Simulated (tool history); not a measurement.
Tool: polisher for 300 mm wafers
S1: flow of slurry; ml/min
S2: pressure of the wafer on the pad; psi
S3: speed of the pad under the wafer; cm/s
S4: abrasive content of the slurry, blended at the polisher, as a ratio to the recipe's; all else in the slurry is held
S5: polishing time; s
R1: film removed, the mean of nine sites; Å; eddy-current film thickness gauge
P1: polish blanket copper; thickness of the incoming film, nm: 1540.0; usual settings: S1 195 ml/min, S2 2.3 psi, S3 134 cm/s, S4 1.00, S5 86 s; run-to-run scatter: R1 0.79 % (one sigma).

{"run": 1, "hour": 15.9, "S1": 195, "S2": 2.3, "S3": 134, "S4": 1.0, "S5": 86, "R1": 2745.8}
{"run": 2, "hour": 25.4, "S1": 195, "S2": 3.6, "S3": 134, "S4": 1.0, "S5": 86, "R1": 4316.8}
{"run": 3, "hour": 38.5, "S1": 195, "S2": 2.3, "S3": 134, "S4": 1.0, "S5": 39, "R1": 1249.8}
{"run": 4, "hour": 49.8, "S1": 195, "S2": 2.3, "S3": 134, "S4": 1.0, "S5": 86, "R1": 2744.9}
{"hour": 55.7, "done": "head pressure recalibrated"}
{"run": 5, "hour": 67.2, "S1": 195, "S2": 2.3, "S3": 134, "S4": 1.0, "S5": 86, "R1": 2743.3}
{"run": 6, "hour": 76.6, "S1": 195, "S2": 2.3, "S3": 134, "S4": 1.0, "S5": 86, "R1": 2706.4}
{"run": 7, "hour": 84.4, "S1": 195, "S2": 2.3, "S3": 134, "S4": 1.3, "S5": 86, "R1": 2878.8}
{"run": 8, "hour": 96.7, "S1": 195, "S2": 2.3, "S3": 64, "S4": 1.0, "S5": 86, "R1": 1307.3}
{"run": 9, "hour": 112.1, "S1": 195, "S2": 2.3, "S3": 134, "S4": 1.0, "S5": 136, "R1": 4321.9}
{"run": 10, "hour": 125.9, "S1": 115, "S2": 2.3, "S3": 134, "S4": 1.0, "S5": 86, "R1": 2514.0}
{"run": 11, "hour": 138.1, "S1": 250, "S2": 2.3, "S3": 134, "S4": 1.0, "S5": 86, "R1": 2827.5}
{"run": 12, "hour": 152.0, "S1": 115, "S2": 2.3, "S3": 70, "S4": 1.0, "S5": 86, "R1": 1288.9}
{"run": 13, "hour": 168.7, "S1": 195, "S2": 2.3, "S3": 134, "S4": 0.65, "S5": 86, "R1": 2525.1}
{"hour": 172.4, "done": "slurry nozzle cleaned"}
{"run": 14, "hour": 182.6, "S1": 195, "S2": 2.3, "S3": 176, "S4": 1.0, "S5": 86, "R1": 3642.6}
{"run": 15, "hour": 196.3, "S1": 195, "S2": 2.3, "S3": 134, "S4": 1.0, "S5": 86, "R1": 2724.8}
{"run": 16, "hour": 213.5, "S1": 195, "S2": 1.1, "S3": 134, "S4": 1.0, "S5": 86, "R1": 1315.8}
{"run": 17, "hour": 222.7, "S1": 195, "S2": 2.3, "S3": 134, "S4": 1.0, "S5": 86, "R1": 2732.8}
{"run": 18, "hour": 237.1, "S1": 195, "S2": 2.3, "S3": 134, "S4": 1.0, "S5": 86, "R1": 2730.8}
{"run": 19, "hour": 254.9, "S1": 195, "S2": 2.3, "S3": 134, "S4": 1.0, "S5": 86, "R1": 2667.5}
{"hour": 269.6, "done": "worn pad replaced by a new one"}
{"run": 20, "hour": 271.6, "S1": 195, "S2": 2.3, "S3": 134, "S4": 1.0, "S5": 86, "R1": 2612.4}
{"run": 21, "hour": 284.9, "S1": 195, "S2": 2.3, "S3": 134, "S4": 1.0, "S5": 86, "R1": 2584.5}
{"run": 22, "hour": 302.7, "S1": 195, "S2": 2.3, "S3": 134, "S4": 1.0, "S5": 86, "R1": 2562.1}
{"hour": 305.7, "done": "slurry blender recalibrated"}
{"run": 23, "hour": 310.6, "S1": 195, "S2": 2.3, "S3": 134, "S4": 1.0, "S5": 86, "R1": 2591.3}
{"run": 24, "hour": 321.5, "S1": 195, "S2": 2.3, "S3": 134, "S4": 1.0, "S5": 86, "R1": 2618.7}
{"run": 25, "hour": 337.8, "S1": 195, "S2": 2.3, "S3": 134, "S4": 1.0, "S5": 86, "R1": 2605.8}
{"run": 26, "hour": 351.5, "S1": 195, "S2": 2.3, "S3": 134, "S4": 1.0, "S5": 86, "R1": 2552.4}

What P1 gives has crept away from where it was. These 2 causes fit the log equally well, each at the size given:
A: head's pressure below its setpoint, % = 5.62
B: slurry flow missing at the pad, % = 30.3
The creep began at about hour 222.7.
Why every other cause is out:
removal rate lost through wear of the pad, %: serviced at hour 269.6, which brought nothing back
abrasive missing from the slurry, %: serviced at hour 305.7, which brought nothing back

4 check runs are offered, each on 3 wafers whose results are averaged, their results left as question marks. Which one tells the causes apart?
{"run": "check 1", "hour": 365.2, "S1": 115, "S2": 2.3, "S3": 134, "S4": 1.0, "S5": 132, "R1": "?"}
{"run": "check 2", "hour": 365.2, "S1": 195, "S2": 1.1, "S3": 134, "S4": 1.0, "S5": 46, "R1": "?"}
{"run": "check 3", "hour": 365.2, "S1": 195, "S2": 2.9, "S3": 134, "S4": 1.0, "S5": 86, "R1": "?"}
{"run": "check 4", "hour": 365.2, "S1": 195, "S2": 2.3, "S3": 134, "S4": 1.3, "S5": 86, "R1": "?"}

What each check would give under each cause:
check=check_1 result=R1 if_A=3632.40 if_B=3506.30
check=check_2 result=R1 if_A=663.57 if_B=663.62
check=check_3 result=R1 if_A=3270.60 if_B=3270.90
check=check_4 result=R1 if_A=2746.40 if_B=2746.60
How far apart the two closest causes lie, in the result that separates them most: check 1 3.53 %; check 2 0.01 %; check 3 0.01 %; check 4 0.01 %
Only check 1 tells the causes apart: in the others they would give nearly the same result.

Then check 1 was run and gave: R1 3618.10 Å. Which cause is it?

It is A: head's pressure below its setpoint, %.
